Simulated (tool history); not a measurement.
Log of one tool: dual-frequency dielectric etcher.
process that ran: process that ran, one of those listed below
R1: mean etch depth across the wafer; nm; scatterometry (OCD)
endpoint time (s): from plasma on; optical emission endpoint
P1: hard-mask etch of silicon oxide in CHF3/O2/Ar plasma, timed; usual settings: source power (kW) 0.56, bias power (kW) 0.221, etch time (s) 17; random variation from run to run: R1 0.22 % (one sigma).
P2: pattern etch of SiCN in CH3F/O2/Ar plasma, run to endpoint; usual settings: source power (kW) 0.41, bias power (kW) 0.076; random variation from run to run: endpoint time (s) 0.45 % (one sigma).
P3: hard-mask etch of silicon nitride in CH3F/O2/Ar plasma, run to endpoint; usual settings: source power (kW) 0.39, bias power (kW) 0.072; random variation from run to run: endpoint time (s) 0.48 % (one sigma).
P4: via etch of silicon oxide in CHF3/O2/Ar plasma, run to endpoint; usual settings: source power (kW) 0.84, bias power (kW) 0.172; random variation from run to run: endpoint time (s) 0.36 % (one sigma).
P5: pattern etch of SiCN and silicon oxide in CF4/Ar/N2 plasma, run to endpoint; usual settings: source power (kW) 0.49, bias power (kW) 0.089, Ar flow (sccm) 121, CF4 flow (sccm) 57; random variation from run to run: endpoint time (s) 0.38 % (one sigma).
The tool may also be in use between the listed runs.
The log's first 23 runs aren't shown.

{"run": 24, "day": 9.779, "process that ran": "P1", "source power (kW)": 0.56, "bias power (kW)": 0.221, "etch time (s)": 13, "R1": 26.91}
{"run": 25, "day": 10.304, "process that ran": "P1", "source power (kW)": 0.56, "bias power (kW)": 0.262, "etch time (s)": 17, "R1": 37.522}
{"run": 26, "day": 10.879, "process that ran": "P1", "source power (kW)": 0.56, "bias power (kW)": 0.221, "etch time (s)": 17, "R1": 35.374}
{"run": 27, "day": 11.292, "process that ran": "P4", "source power (kW)": 0.84, "bias power (kW)": 0.208, "endpoint time (s)": 354.17}
{"run": 28, "day": 11.579, "process that ran": "P5", "source power (kW)": 0.49, "bias power (kW)": 0.089, "Ar flow (sccm)": 121, "CF4 flow (sccm)": 57, "endpoint time (s)": 18.504}
{"run": 29, "day": 11.938, "process that ran": "P3", "source power (kW)": 0.39, "bias power (kW)": 0.072, "endpoint time (s)": 39.587}
{"run": 30, "day": 12.279, "process that ran": "P1", "source power (kW)": 0.56, "bias power (kW)": 0.221, "etch time (s)": 17, "R1": 35.266}
{"run": 31, "day": 12.729, "process that ran": "P1", "source power (kW)": 0.56, "bias power (kW)": 0.221, "etch time (s)": 17, "R1": 35.08}
{"run": 32, "day": 13.058, "process that ran": "P1", "source power (kW)": 0.56, "bias power (kW)": 0.221, "etch time (s)": 17, "R1": 34.836}
{"run": 33, "day": 13.629, "process that ran": "P1", "source power (kW)": 0.56, "bias power (kW)": 0.221, "etch time (s)": 17, "R1": 34.817}
{"run": 34, "day": 14.075, "process that ran": "P1", "source power (kW)": 0.56, "bias power (kW)": 0.221, "etch time (s)": 17, "R1": 34.682}
{"run": 35, "day": 14.383, "process that ran": "P1", "source power (kW)": 0.56, "bias power (kW)": 0.221, "etch time (s)": 17, "R1": 34.783}
{"day": 14.504, "done": "wet clean of the chamber"}
{"run": 36, "day": 14.854, "process that ran": "P1", "source power (kW)": 0.56, "bias power (kW)": 0.221, "etch time (s)": 17, "R1": 34.775}
{"run": 37, "day": 15.329, "process that ran": "P1", "source power (kW)": 0.56, "bias power (kW)": 0.221, "etch time (s)": 17, "R1": 34.687}

The next listed run, before its measurement:
{"run": 38, "day": 15.696, "process that ran": "P1", "source power (kW)": 0.56, "bias power (kW)": 0.221, "etch time (s)": 17, "R1": "?"}

{"run 38": {"R1": 34.629}}

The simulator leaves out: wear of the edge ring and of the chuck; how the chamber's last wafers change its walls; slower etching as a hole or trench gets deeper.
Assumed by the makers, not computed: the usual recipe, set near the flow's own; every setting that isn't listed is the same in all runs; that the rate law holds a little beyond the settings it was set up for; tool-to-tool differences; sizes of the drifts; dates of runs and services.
